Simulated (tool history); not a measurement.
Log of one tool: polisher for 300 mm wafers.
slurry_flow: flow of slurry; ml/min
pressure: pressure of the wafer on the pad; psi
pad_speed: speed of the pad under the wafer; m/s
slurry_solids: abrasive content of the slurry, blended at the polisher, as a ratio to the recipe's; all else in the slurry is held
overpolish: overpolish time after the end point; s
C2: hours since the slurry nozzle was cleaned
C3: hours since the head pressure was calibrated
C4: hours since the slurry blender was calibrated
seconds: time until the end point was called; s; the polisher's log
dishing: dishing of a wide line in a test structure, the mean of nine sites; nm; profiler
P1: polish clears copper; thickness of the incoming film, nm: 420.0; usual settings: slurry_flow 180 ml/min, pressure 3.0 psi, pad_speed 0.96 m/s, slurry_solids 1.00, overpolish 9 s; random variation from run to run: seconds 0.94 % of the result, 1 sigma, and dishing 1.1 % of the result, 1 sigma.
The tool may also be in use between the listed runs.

run 1 hour=2.6 | slurry_flow=180 pressure=3.0 pad_speed=0.96 slurry_solids=1.00 overpolish=9 | wafers_polished_on_this_pad=638 C2=274.3 C3=466.0 C4=18.9 | seconds=119.320 dishing=21.9170
run 2 hour=4.7 | slurry_flow=180 pressure=3.0 pad_speed=0.96 slurry_solids=1.00 overpolish=9 | wafers_polished_on_this_pad=648 C2=276.4 C3=468.1 C4=21.0 | seconds=119.640 dishing=22.1030
run 3 hour=7.5 | slurry_flow=180 pressure=3.0 pad_speed=0.96 slurry_solids=1.00 overpolish=9 | wafers_polished_on_this_pad=662 C2=279.2 C3=470.9 C4=23.8 | seconds=118.990 dishing=21.8380
run 4 hour=11.1 | slurry_flow=180 pressure=3.0 pad_speed=0.48 slurry_solids=1.00 overpolish=5 | wafers_polished_on_this_pad=680 C2=282.8 C3=474.5 C4=27.4 | seconds=239.330 dishing=6.4017
run 5 hour=15.1 | slurry_flow=180 pressure=3.0 pad_speed=0.52 slurry_solids=1.00 overpolish=9 | wafers_polished_on_this_pad=700 C2=286.8 C3=478.5 C4=31.4 | seconds=222.630 dishing=12.2320
run 6 hour=19.2 | slurry_flow=180 pressure=3.0 pad_speed=1.24 slurry_solids=1.00 overpolish=14 | wafers_polished_on_this_pad=721 C2=290.9 C3=482.6 C4=35.5 | seconds=92.524 dishing=39.6970
run 7 hour=21.2 | slurry_flow=255 pressure=3.0 pad_speed=0.96 slurry_solids=1.00 overpolish=9 | wafers_polished_on_this_pad=731 C2=292.9 C3=484.6 C4=37.5 | seconds=113.420 dishing=22.5650
run 8 hour=23.5 | slurry_flow=180 pressure=3.0 pad_speed=1.40 slurry_solids=1.00 overpolish=9 | wafers_polished_on_this_pad=743 C2=295.2 C3=486.9 C4=39.8 | seconds=82.860 dishing=30.8900
run 9 hour=26.8 | slurry_flow=180 pressure=3.0 pad_speed=0.96 slurry_solids=1.00 overpolish=14 | wafers_polished_on_this_pad=759 C2=298.5 C3=490.2 C4=43.1 | seconds=122.140 dishing=32.3780
run 10 hour=29.8 | slurry_flow=180 pressure=2.1 pad_speed=1.44 slurry_solids=1.00 overpolish=9 | wafers_polished_on_this_pad=774 C2=301.5 C3=493.2 C4=46.1 | seconds=114.290 dishing=22.2190
run 11 hour=33.1 | slurry_flow=180 pressure=3.0 pad_speed=0.96 slurry_solids=1.00 overpolish=9 | wafers_polished_on_this_pad=791 C2=304.8 C3=496.5 C4=49.4 | seconds=120.780 dishing=21.5620
run 12 hour=35.8 | slurry_flow=110 pressure=3.0 pad_speed=0.96 slurry_solids=1.00 overpolish=9 | wafers_polished_on_this_pad=805 C2=307.5 C3=499.2 C4=52.1 | seconds=131.100 dishing=20.1570
run 13 hour=37.9 | slurry_flow=180 pressure=3.0 pad_speed=0.96 slurry_solids=1.00 overpolish=9 | wafers_polished_on_this_pad=815 C2=309.6 C3=501.3 C4=54.2 | seconds=118.940 dishing=22.1500
run 14 hour=40.2 | slurry_flow=180 pressure=3.0 pad_speed=0.96 slurry_solids=1.00 overpolish=9 | wafers_polished_on_this_pad=827 C2=311.9 C3=503.6 C4=56.5 | seconds=120.070 dishing=22.3920
run 15 hour=42.6 | slurry_flow=180 pressure=4.7 pad_speed=0.96 slurry_solids=1.00 overpolish=9 | wafers_polished_on_this_pad=839 C2=314.3 C3=506.0 C4=58.9 | seconds=77.023 dishing=33.6760
run 16 hour=46.5 | slurry_flow=180 pressure=3.0 pad_speed=0.96 slurry_solids=1.00 overpolish=9 | wafers_polished_on_this_pad=858 C2=318.2 C3=509.9 C4=62.8 | seconds=118.070 dishing=21.7140
run 17 hour=50.0 | slurry_flow=180 pressure=3.0 pad_speed=0.96 slurry_solids=1.45 overpolish=9 | wafers_polished_on_this_pad=876 C2=321.7 C3=513.4 C4=66.3 | seconds=110.550 dishing=23.8090
run 18 hour=52.8 | slurry_flow=180 pressure=2.2 pad_speed=0.96 slurry_solids=1.00 overpolish=9 | wafers_polished_on_this_pad=890 C2=324.5 C3=516.2 C4=69.1 | seconds=162.670 dishing=16.2450
run 19 hour=55.8 | slurry_flow=180 pressure=3.0 pad_speed=0.96 slurry_solids=0.55 overpolish=9 | wafers_polished_on_this_pad=905 C2=327.5 C3=519.2 C4=72.1 | seconds=135.760 dishing=19.5180
run 20 hour=59.2 | slurry_flow=180 pressure=3.0 pad_speed=0.96 slurry_solids=1.00 overpolish=3 | wafers_polished_on_this_pad=922 C2=330.9 C3=522.6 C4=75.5 | seconds=119.790 dishing=7.7663
run 21 hour=61.9 | slurry_flow=180 pressure=3.0 pad_speed=0.96 slurry_solids=1.00 overpolish=9 | wafers_polished_on_this_pad=936 C2=333.6 C3=525.3 C4=78.2 | seconds=120.040 dishing=22.1980
run 22 hour=65.0 | slurry_flow=180 pressure=3.0 pad_speed=0.96 slurry_solids=1.00 overpolish=9 | wafers_polished_on_this_pad=952 C2=336.7 C3=528.4 C4=81.3 | seconds=122.140 dishing=22.0970
run 23 hour=69.2 | slurry_flow=180 pressure=3.0 pad_speed=0.96 slurry_solids=1.00 overpolish=9 | wafers_polished_on_this_pad=973 C2=340.9 C3=532.6 C4=85.5 | seconds=124.640 dishing=20.6680
run 24 hour=71.4 | slurry_flow=180 pressure=3.0 pad_speed=0.96 slurry_solids=1.00 overpolish=9 | wafers_polished_on_this_pad=984 C2=343.1 C3=534.8 C4=87.7 | seconds=127.210 dishing=20.8290
run 25 hour=73.4 | slurry_flow=180 pressure=3.0 pad_speed=0.96 slurry_solids=1.00 overpolish=9 | wafers_polished_on_this_pad=994 C2=345.1 C3=536.8 C4=89.7 | seconds=128.640 dishing=20.5070
-- hour=75.6 slurry blender recalibrated
-- hour=76.9 head pressure recalibrated
run 26 hour=77.5 | slurry_flow=180 pressure=3.0 pad_speed=0.96 slurry_solids=1.00 overpolish=9 | wafers_polished_on_this_pad=1014 C2=349.2 C3=0.6 C4=1.9 | seconds=132.550 dishing=20.4820
run 27 hour=81.3 | slurry_flow=180 pressure=3.0 pad_speed=0.96 slurry_solids=1.00 overpolish=9 | wafers_polished_on_this_pad=1034 C2=353.0 C3=4.4 C4=5.7 | seconds=131.840 dishing=20.6200
run 28 hour=85.4 | slurry_flow=180 pressure=3.0 pad_speed=0.96 slurry_solids=1.00 overpolish=9 | wafers_polished_on_this_pad=1054 C2=357.1 C3=8.5 C4=9.8 | seconds=132.410 dishing=20.0760
run 29 hour=87.4 | slurry_flow=180 pressure=3.0 pad_speed=0.96 slurry_solids=1.00 overpolish=9 | wafers_polished_on_this_pad=1064 C2=359.1 C3=10.5 C4=11.8 | seconds=133.150 dishing=19.8900
run 30 hour=91.1 | slurry_flow=180 pressure=3.0 pad_speed=0.96 slurry_solids=1.00 overpolish=9 | wafers_polished_on_this_pad=1083 C2=362.8 C3=14.2 C4=15.5 | seconds=131.960 dishing=20.3000

What P1 gives has crept away from where it was. These 2 causes fit the log equally well, each at the size given:
A: removal rate lost through wear of the pad, % = 8.9
B: slurry flow missing at the pad, % = 39.4
The creep began at about hour 61.9.
Why every other cause is out:
head's pressure below its setpoint, %: serviced at hour 76.9, which brought nothing back
abrasive missing from the slurry, %: serviced at hour 75.6, which brought nothing back

4 check runs are offered, each on 2 wafers whose results are averaged, their results left as question marks. Which one tells the causes apart?
run check 1 hour=94.8 | slurry_flow=180 pressure=4.4 pad_speed=0.96 slurry_solids=1.40 overpolish=9 | seconds=? dishing=?
run check 2 hour=94.8 | slurry_flow=180 pressure=3.0 pad_speed=0.96 slurry_solids=0.55 overpolish=4 | seconds=? dishing=?
run check 3 hour=94.8 | slurry_flow=110 pressure=3.0 pad_speed=0.96 slurry_solids=1.35 overpolish=9 | seconds=? dishing=?
run check 4 hour=94.8 | slurry_flow=180 pressure=2.4 pad_speed=0.96 slurry_solids=0.80 overpolish=9 | seconds=? dishing=?

What each check would give under each cause:
check=check_1 result=seconds if_A=83.585 if_B=83.590
check=check_1 result=dishing if_A=30.8730 if_B=30.8710
check=check_2 result=seconds if_A=149.280 if_B=149.290
check=check_2 result=dishing if_A=8.3441 if_B=8.3437
check=check_3 result=seconds if_A=135.410 if_B=142.520
check=check_3 result=dishing if_A=19.6770 if_B=18.7730
check=check_4 result=seconds if_A=172.900 if_B=172.910
check=check_4 result=dishing if_A=15.5810 if_B=15.5800
How far apart the two closest causes lie, in the result that separates them most: check 1 0.01 %; check 2 0.01 %; check 3 5.12 %; check 4 0.01 %
Check 3 tells the causes apart: in the others they would give nearly the same result.

Then check 3 was run and gave: seconds 142.940 s; dishing 18.7820 nm. Which cause is it?

It is B: slurry flow missing at the pad, %.

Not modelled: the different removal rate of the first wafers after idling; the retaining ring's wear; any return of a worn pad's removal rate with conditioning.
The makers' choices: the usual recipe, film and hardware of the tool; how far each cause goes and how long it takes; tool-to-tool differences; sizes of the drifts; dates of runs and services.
